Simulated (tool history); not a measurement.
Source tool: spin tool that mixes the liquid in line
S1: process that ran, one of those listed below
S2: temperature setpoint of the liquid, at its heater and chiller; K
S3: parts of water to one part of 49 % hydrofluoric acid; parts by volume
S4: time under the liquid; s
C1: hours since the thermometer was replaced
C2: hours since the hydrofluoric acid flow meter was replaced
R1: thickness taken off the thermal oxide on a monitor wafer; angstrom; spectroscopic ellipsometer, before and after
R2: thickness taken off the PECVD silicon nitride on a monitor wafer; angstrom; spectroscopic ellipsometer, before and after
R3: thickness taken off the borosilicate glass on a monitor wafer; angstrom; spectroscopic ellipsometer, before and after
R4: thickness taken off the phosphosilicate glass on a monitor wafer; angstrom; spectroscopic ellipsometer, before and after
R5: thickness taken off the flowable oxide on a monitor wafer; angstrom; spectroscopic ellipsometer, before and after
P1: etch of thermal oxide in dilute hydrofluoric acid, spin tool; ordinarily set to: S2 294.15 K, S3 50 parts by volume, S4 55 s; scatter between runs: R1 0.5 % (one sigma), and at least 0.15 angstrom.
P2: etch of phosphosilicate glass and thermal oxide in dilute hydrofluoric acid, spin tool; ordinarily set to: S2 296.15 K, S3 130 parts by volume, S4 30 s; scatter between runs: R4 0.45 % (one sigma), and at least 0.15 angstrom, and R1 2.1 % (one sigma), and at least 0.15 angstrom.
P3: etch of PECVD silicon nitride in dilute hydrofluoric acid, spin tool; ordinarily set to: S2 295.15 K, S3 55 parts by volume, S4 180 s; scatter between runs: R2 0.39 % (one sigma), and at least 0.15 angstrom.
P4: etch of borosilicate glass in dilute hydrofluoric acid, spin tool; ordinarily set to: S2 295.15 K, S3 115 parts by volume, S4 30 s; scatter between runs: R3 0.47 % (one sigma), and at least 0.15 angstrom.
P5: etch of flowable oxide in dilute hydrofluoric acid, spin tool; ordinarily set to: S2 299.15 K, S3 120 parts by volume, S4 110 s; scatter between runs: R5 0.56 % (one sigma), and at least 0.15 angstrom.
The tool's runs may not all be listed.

| run | hour | S1 | S2 | S3 | S4 | C1 | C2 | R1 | R2 | R3 | R4 | R5 |
|---|---|---|---|---|---|---|---|---|---|---|---|---|
| 1 | 4.2 | P1 | 294.15 | 50 | 55 | 556.8 | 624.9 | 53.3250 |  |  |  |  |
| 2 | 8.0 | P1 | 294.15 | 50 | 105 | 560.6 | 628.7 | 100.7700 |  |  |  |  |
| 3 | 14.7 | P3 | 295.15 | 55 | 180 | 567.3 | 635.4 |  | 158.300 |  |  |  |
| 4 | 18.3 | P4 | 290.15 | 115 | 30 | 570.9 | 639.0 |  |  | 77.746 |  |  |
| 5 | 24.3 | P3 | 295.15 | 85 | 180 | 576.9 | 645.0 |  | 103.130 |  |  |  |
| 6 | 28.4 | P4 | 295.15 | 115 | 15 | 581.0 | 649.1 |  |  | 48.782 |  |  |
| 7 | 32.7 | P4 | 295.15 | 115 | 30 | 585.3 | 653.4 |  |  | 97.078 |  |  |
| 8 | 36.5 | P1 | 294.15 | 50 | 55 | 589.1 | 657.2 | 53.3620 |  |  |  |  |
| 9 | 41.4 | P4 | 295.15 | 190 | 30 | 594.0 | 662.1 |  |  | 54.064 |  |  |
| 10 | 46.4 | P1 | 290.15 | 50 | 55 | 599.0 | 667.1 | 44.4420 |  |  |  |  |
| 11 | 49.8 | P2 | 290.15 | 130 | 30 | 602.4 | 670.5 | 7.9479 |  |  | 314.93 |  |
| 12 | 55.1 | P5 | 291.15 | 120 | 110 | 607.7 | 675.8 |  |  |  |  | 263.360 |
| 13 | 58.8 | P3 | 299.65 | 55 | 180 | 611.4 | 679.5 |  | 212.610 |  |  |  |
| 14 | 66.5 | P1 | 294.15 | 50 | 55 | 619.1 | 687.2 | 52.5480 |  |  |  |  |
| 15 | 73.8 | P5 | 299.15 | 120 | 110 | 626.4 | 694.5 |  |  |  |  | 364.230 |
| 16 | 79.4 | P1 | 294.15 | 50 | 55 | 632.0 | 700.1 | 52.9880 |  |  |  |  |
| 17 | 84.7 | P1 | 294.15 | 25 | 55 | 637.3 | 705.4 | 109.2700 |  |  |  |  |
| 18 | 88.2 | P1 | 290.15 | 50 | 20 | 640.8 | 708.9 | 16.5730 |  |  |  |  |
| 19 | 93.5 | P1 | 294.15 | 50 | 55 | 646.1 | 714.2 | 52.8980 |  |  |  |  |
| 20 | 100.4 | P1 | 301.15 | 50 | 55 | 653.0 | 721.1 | 71.1190 |  |  |  |  |
| 21 | 103.8 | P3 | 295.15 | 55 | 35 | 656.4 | 724.5 |  | 30.462 |  |  |  |
| 22 | 109.0 | P1 | 294.15 | 80 | 90 | 661.6 | 729.7 | 52.1400 |  |  |  |  |
| 23 | 113.4 | P2 | 296.15 | 50 | 30 | 666.0 | 734.1 | 30.1680 |  |  | 1160.20 |  |
| 24 | 118.2 | P4 | 295.15 | 115 | 30 | 670.8 | 738.9 |  |  | 96.187 |  |  |
| 25 | 122.6 | P2 | 296.15 | 130 | 15 | 675.2 | 743.3 | 5.2813 |  |  | 202.63 |  |
| 26 | 128.4 | P1 | 294.15 | 50 | 25 | 681.0 | 749.1 | 24.0620 |  |  |  |  |
| 27 | 132.7 | P1 | 294.15 | 80 | 55 | 685.3 | 753.4 | 31.7170 |  |  |  |  |
| 28 | 139.6 | P5 | 299.15 | 120 | 20 | 692.2 | 760.3 |  |  |  |  | 66.184 |
| 29 | 143.5 | P5 | 299.15 | 20 | 110 | 696.1 | 764.2 |  |  |  |  | 2505.500 |
| 30 | 148.5 | P2 | 296.15 | 130 | 30 | 701.1 | 769.2 | 9.8849 |  |  | 403.79 |  |
| 31 | 153.2 | P1 | 294.15 | 50 | 55 | 705.8 | 773.9 | 53.4740 |  |  |  |  |
| 32 | 158.0 | P2 | 296.15 | 130 | 30 | 710.6 | 778.7 | 9.7532 |  |  | 403.17 |  |
| 33 | 165.1 | P1 | 294.15 | 50 | 55 | 717.7 | 785.8 | 53.2970 |  |  |  |  |
| 34 | 171.7 | P1 | 294.15 | 50 | 55 | 724.3 | 792.4 | 54.6840 |  |  |  |  |
| 35 | 175.9 | P1 | 294.15 | 50 | 55 | 728.5 | 796.6 | 56.7150 |  |  |  |  |
| 36 | 179.4 | P1 | 294.15 | 50 | 55 | 732.0 | 800.1 | 56.4400 |  |  |  |  |
| 37 | 185.6 | P1 | 294.15 | 50 | 55 | 738.2 | 806.3 | 57.2360 |  |  |  |  |
| 38 | 189.5 | P1 | 294.15 | 50 | 55 | 742.1 | 810.2 | 57.7100 |  |  |  |  |
| 39 | 195.5 | P1 | 294.15 | 50 | 55 | 748.1 | 816.2 | 57.2200 |  |  |  |  |
| 40 | 199.8 | P1 | 294.15 | 50 | 55 | 752.4 | 820.5 | 57.7540 |  |  |  |  |
| 41 | 203.3 | P1 | 294.15 | 50 | 55 | 755.9 | 824.0 | 57.8800 |  |  |  |  |
| 42 | 209.1 | P1 | 294.15 | 50 | 55 | 761.7 | 829.8 | 58.2230 |  |  |  |  |
| 43 | 213.8 | P1 | 294.15 | 50 | 55 | 766.4 | 834.5 | 58.2000 |  |  |  |  |

P1 has crept away from where it was. The log is fitted equally well by each of these 2 causes, at the sizes shown:
A: hydrofluoric acid flow above the setpoint (%) = 8.78
B: liquid hotter than its thermometer reads (K) = 2.14
The gradual shift began around hour 165.1.

Listed below are the offered check runs, one wafer per run, with question marks in place of results. For which of them would the causes give clearly different outcomes?
| check 1 | 218.5 | P5 | 294.65 | 30 | 110 |  |  |  |  |  |  | ? |
| check 2 | 218.5 | P2 | 290.65 | 85 | 30 |  |  | ? |  |  | ? |  |
| check 3 | 218.5 | P3 | 299.15 | 55 | 95 |  |  |  | ? |  |  |  |
| check 4 | 218.5 | P4 | 295.15 | 115 | 15 |  |  |  |  | ? |  |  |

What each check would give under each cause:
| check | result | if A | if B |
|---|---|---|---|
| check 1 | R5 | 1479.500 | 1484.500 |
| check 2 | R1 | 14.4290 | 14.4040 |
| check 2 | R4 | 567.36 | 566.40 |
| check 3 | R2 | 118.820 | 125.900 |
| check 4 | R3 | 53.044 | 52.503 |
Gap, in per cent, between the two causes that each check separates least, read from the result that separates them most: check 1 0.33 %; check 2 0.17 %; check 3 5.79 %; check 4 1.02 %
The other checks would show nearly matching results whichever cause is true, so check 3 is the only one that separates the causes.

After running check 3, the following was obtained: R2 126.230 angstrom. Which cause does this point to?

Of the candidate causes, it is B: liquid hotter than its thermometer reads (K).
